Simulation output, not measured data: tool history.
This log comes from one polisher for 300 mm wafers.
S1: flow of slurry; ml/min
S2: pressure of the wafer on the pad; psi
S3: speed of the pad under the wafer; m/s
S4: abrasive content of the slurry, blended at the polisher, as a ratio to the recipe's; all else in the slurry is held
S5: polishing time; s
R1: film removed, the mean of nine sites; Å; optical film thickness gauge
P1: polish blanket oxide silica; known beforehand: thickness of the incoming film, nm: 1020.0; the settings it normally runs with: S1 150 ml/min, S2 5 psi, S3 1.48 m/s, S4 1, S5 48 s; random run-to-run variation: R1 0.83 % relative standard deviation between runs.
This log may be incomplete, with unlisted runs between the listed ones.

run 1 hour=8.7 | S1=150 S2=5 S3=1.48 S4=1 S5=48 | R1=2347.6
run 2 hour=18.5 | S1=150 S2=5 S3=1.48 S4=1 S5=62 | R1=3081.2
run 3 hour=28.3 | S1=150 S2=5 S3=1.48 S4=0.75 S5=48 | R1=2057.9
run 4 hour=36.9 | S1=150 S2=5 S3=1.48 S4=1 S5=48 | R1=2354.7
run 5 hour=43.3 | S1=150 S2=3.5 S3=1.88 S4=1 S5=48 | R1=1997.7
run 6 hour=49.9 | S1=150 S2=5 S3=1.48 S4=1 S5=28 | R1=1375.1
run 7 hour=58.4 | S1=185 S2=5 S3=1.48 S4=1 S5=66 | R1=3399.7
run 8 hour=66.8 | S1=150 S2=5 S3=1.48 S4=1 S5=48 | R1=2365.3
run 9 hour=75.6 | S1=150 S2=7.6 S3=1.48 S4=1 S5=48 | R1=3621.8
-- hour=78.8 conditioning disc replaced and pad reconditioned
run 10 hour=81.8 | S1=90 S2=5 S3=1.48 S4=1 S5=48 | R1=2095
run 11 hour=92 | S1=150 S2=5 S3=1.48 S4=1 S5=48 | R1=2367
run 12 hour=96.8 | S1=150 S2=5 S3=1.48 S4=1.35 S5=48 | R1=2674.3
run 13 hour=102.4 | S1=195 S2=5 S3=1.48 S4=1 S5=48 | R1=2443.3
run 14 hour=111.2 | S1=150 S2=5 S3=0.72 S4=1 S5=48 | R1=1321.8
run 15 hour=121.6 | S1=150 S2=3.3 S3=2.24 S4=1 S5=48 | R1=2191

The next listed run, before its measurement:
run 16 hour=127 | S1=150 S2=5 S3=1.48 S4=1 S5=48 | R1=?

R1: 2364.2 Å
